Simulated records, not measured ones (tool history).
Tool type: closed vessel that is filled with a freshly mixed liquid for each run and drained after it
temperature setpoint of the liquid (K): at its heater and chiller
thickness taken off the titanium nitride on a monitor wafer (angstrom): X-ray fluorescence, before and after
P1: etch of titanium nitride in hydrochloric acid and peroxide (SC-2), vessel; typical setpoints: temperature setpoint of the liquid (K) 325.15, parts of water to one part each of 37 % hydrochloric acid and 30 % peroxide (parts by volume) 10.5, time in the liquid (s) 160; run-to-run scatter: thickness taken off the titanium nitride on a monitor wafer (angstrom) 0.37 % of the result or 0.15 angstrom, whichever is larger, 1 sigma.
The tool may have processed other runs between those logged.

run,day,temperature setpoint of the liquid (K),parts of water to one part each of 37 % hydrochloric acid and 30 % peroxide (parts by volume),time in the liquid (s),hours since the thermometer was replaced,hours since the chemicals flow meter was replaced,hours since the drum of peroxide was connected,thickness taken off the titanium nitride on a monitor wafer (angstrom)
1,0.567,325.15,10.5,160,1828.8,215.0,729.8,82.822
2,1.158,313.15,10.5,55,1843.0,229.2,744.0,12.485
3,1.721,341.15,10.5,160,1856.5,242.7,757.5,223.960
# day 1.888: thermometer replaced
4,2.025,325.15,10.5,160,3.4,250.0,764.8,81.928
5,2.683,325.15,10.5,290,19.2,265.8,780.6,148.670
6,3.125,316.65,5.5,160,29.8,276.4,791.2,76.790
7,3.650,325.15,10.5,160,42.4,289.0,803.8,81.884
8,4.029,325.15,15.0,160,51.5,298.1,812.9,60.023
# day 4.429: new drum of peroxide connected
9,4.654,315.65,17.5,160,66.5,313.1,5.4,27.539
10,4.983,325.15,10.5,30,74.4,321.0,13.3,15.413
11,5.479,313.65,10.5,160,86.3,332.9,25.2,37.335
12,5.812,325.15,10.5,160,94.3,340.9,33.2,81.886
13,6.433,325.15,10.5,160,109.2,355.8,48.1,81.629
14,6.796,325.15,4.0,160,117.9,364.5,56.8,170.450
15,7.342,325.15,10.5,160,131.0,377.6,69.9,81.678

What will run 16 give?
16,7.817,325.15,10.5,160,142.4,389.0,81.3,?

Run 16 measured thickness taken off the titanium nitride on a monitor wafer (angstrom) 81.967.
